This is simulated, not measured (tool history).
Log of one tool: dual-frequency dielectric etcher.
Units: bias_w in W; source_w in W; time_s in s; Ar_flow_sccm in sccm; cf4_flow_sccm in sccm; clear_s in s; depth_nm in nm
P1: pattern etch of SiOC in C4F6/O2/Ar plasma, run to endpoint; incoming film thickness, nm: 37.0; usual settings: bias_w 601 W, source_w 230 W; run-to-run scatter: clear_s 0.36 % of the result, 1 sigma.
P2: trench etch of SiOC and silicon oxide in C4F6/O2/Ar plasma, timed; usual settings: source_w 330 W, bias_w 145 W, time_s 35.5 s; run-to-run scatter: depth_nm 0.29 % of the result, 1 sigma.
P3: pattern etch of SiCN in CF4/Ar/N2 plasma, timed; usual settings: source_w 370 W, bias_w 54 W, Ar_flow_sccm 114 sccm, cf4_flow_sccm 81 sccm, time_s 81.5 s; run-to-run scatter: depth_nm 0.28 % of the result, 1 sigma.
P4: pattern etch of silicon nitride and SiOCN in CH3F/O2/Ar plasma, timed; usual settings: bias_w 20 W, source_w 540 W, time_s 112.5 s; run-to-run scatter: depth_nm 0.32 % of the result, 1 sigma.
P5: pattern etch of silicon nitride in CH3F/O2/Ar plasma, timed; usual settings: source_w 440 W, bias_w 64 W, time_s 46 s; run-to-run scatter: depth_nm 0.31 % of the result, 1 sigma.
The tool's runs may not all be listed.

| run | hour | process | bias_w | source_w | time_s | Ar_flow_sccm | cf4_flow_sccm | hours since the last wet clean | hours since the last bias power generator calibration | hours since the last source power generator calibration | clear_s | depth_nm |
|---|---|---|---|---|---|---|---|---|---|---|---|---|
| 1 | 9 | P1 | 601 | 230 |  |  |  | 318.1 | 2135.3 | 1483 | 13.927 |  |
| 2 | 21.4 | P1 | 601 | 320 |  |  |  | 330.5 | 2147.7 | 1495.4 | 12.364 |  |
| 3 | 34 | P5 | 64 | 440 | 46 |  |  | 343.1 | 2160.3 | 1508 |  | 32.095 |
| 4 | 45.8 | P5 | 76 | 440 | 46 |  |  | 354.9 | 2172.1 | 1519.8 |  | 33.921 |
| 5 | 55.5 | P2 | 189 | 330 | 35.5 |  |  | 364.6 | 2181.8 | 1529.5 |  | 66.849 |
| 6 | 69.1 | P4 | 20 | 540 | 112.5 |  |  | 378.2 | 2195.4 | 1543.1 |  | 16.109 |
| 7 | 79.1 | P2 | 145 | 460 | 35.5 |  |  | 388.2 | 2205.4 | 1553.1 |  | 69.822 |
| 8 | 90.1 | P3 | 54 | 370 | 81.5 | 150 | 81 | 399.2 | 2216.4 | 1564.1 |  | 51.454 |
| 9 | 103 | P5 | 64 | 440 | 46 |  |  | 412.1 | 2229.3 | 1577 |  | 32.238 |
| 10 | 113.5 | P3 | 54 | 300 | 81.5 | 114 | 81 | 422.6 | 2239.8 | 1587.5 |  | 44.79 |
| 11 | 120.3 | P5 | 64 | 270 | 46 |  |  | 429.4 | 2246.6 | 1594.3 |  | 26.676 |
| 12 | 133.4 | P4 | 20 | 670 | 112.5 |  |  | 442.5 | 2259.7 | 1607.4 |  | 17.396 |
| 13 | 144.9 | P1 | 601 | 150 |  |  |  | 454 | 2271.2 | 1618.9 | 16.196 |  |
| 14 | 156 | P3 | 54 | 370 | 81.5 | 114 | 99 | 465.1 | 2282.3 | 1630 |  | 55.449 |
| 15 | 168.4 | P4 | 20 | 540 | 112.5 |  |  | 477.5 | 2294.7 | 1642.4 |  | 16.091 |
| 16 | 179.6 | P3 | 54 | 370 | 45 | 114 | 81 | 488.7 | 2305.9 | 1653.6 |  | 29.667 |
| 17 | 186.1 | P1 | 601 | 230 |  |  |  | 495.2 | 2312.4 | 1660.1 | 13.906 |  |
| 18 | 197.3 | P1 | 601 | 230 |  |  |  | 506.4 | 2323.6 | 1671.3 | 13.919 |  |
| 19 | 206.5 | P2 | 145 | 330 | 21 |  |  | 515.6 | 2332.8 | 1680.5 |  | 36.483 |
| 20 | 214 | P1 | 457 | 230 |  |  |  | 523.1 | 2340.3 | 1688 | 15.565 |  |
| 21 | 222.4 | P3 | 32 | 370 | 81.5 | 114 | 81 | 531.5 | 2348.7 | 1696.4 |  | 45.618 |
| 22 | 231.6 | P1 | 729 | 160 |  |  |  | 540.7 | 2357.9 | 1705.6 | 14.717 |  |
| 23 | 239.1 | P1 | 454 | 280 |  |  |  | 548.2 | 2365.4 | 1713.1 | 14.407 |  |
| 24 | 247.8 | P1 | 601 | 230 |  |  |  | 556.9 | 2374.1 | 1721.8 | 13.963 |  |
| 25 | 258.4 | P4 | 20 | 540 | 62.5 |  |  | 567.5 | 2384.7 | 1732.4 |  | 8.9233 |
|  | 266 | source power generator calibrated |
| 26 | 268.9 | P4 | 25 | 540 | 112.5 |  |  | 578 | 2395.2 | 3 |  | 17.676 |
| 27 | 277.2 | P2 | 145 | 330 | 35.5 |  |  | 586.3 | 2403.5 | 11.3 |  | 61.467 |
| 28 | 290.1 | P1 | 601 | 230 |  |  |  | 599.2 | 2416.4 | 24.2 | 13.975 |  |
| 29 | 296.5 | P1 | 601 | 230 |  |  |  | 605.6 | 2422.8 | 30.6 | 13.884 |  |
| 30 | 306.3 | P5 | 64 | 440 | 30 |  |  | 615.4 | 2432.6 | 40.4 |  | 20.925 |
| 31 | 313.8 | P1 | 823 | 230 |  |  |  | 622.9 | 2440.1 | 47.9 | 12.287 |  |
| 32 | 323 | P2 | 145 | 330 | 35.5 |  |  | 632.1 | 2449.3 | 57.1 |  | 61.536 |
| 33 | 332.8 | P3 | 54 | 370 | 81.5 | 114 | 81 | 641.9 | 2459.1 | 66.9 |  | 53.64 |
| 34 | 339.4 | P1 | 601 | 230 |  |  |  | 648.5 | 2465.7 | 73.5 | 13.893 |  |
| 35 | 349.4 | P1 | 601 | 230 |  |  |  | 658.5 | 2475.7 | 83.5 | 13.967 |  |
| 36 | 359.3 | P1 | 601 | 230 |  |  |  | 668.4 | 2485.6 | 93.4 | 14.082 |  |
| 37 | 365.4 | P1 | 601 | 230 |  |  |  | 674.5 | 2491.7 | 99.5 | 14.09 |  |
| 38 | 375 | P1 | 601 | 230 |  |  |  | 684.1 | 2501.3 | 109.1 | 14.119 |  |
| 39 | 386 | P1 | 601 | 230 |  |  |  | 695.1 | 2512.3 | 120.1 | 14.171 |  |
|  | 391.3 | wet clean of the chamber |
| 40 | 394.4 | P1 | 601 | 230 |  |  |  | 3.1 | 2520.7 | 128.5 | 14.184 |  |

The next listed run, before its measurement:
| 41 | 407.8 | P1 | 601 | 230 |  |  |  | 16.5 | 2534.1 | 141.9 | ? |  |

Run 41 gave clear_s 14.082 s.
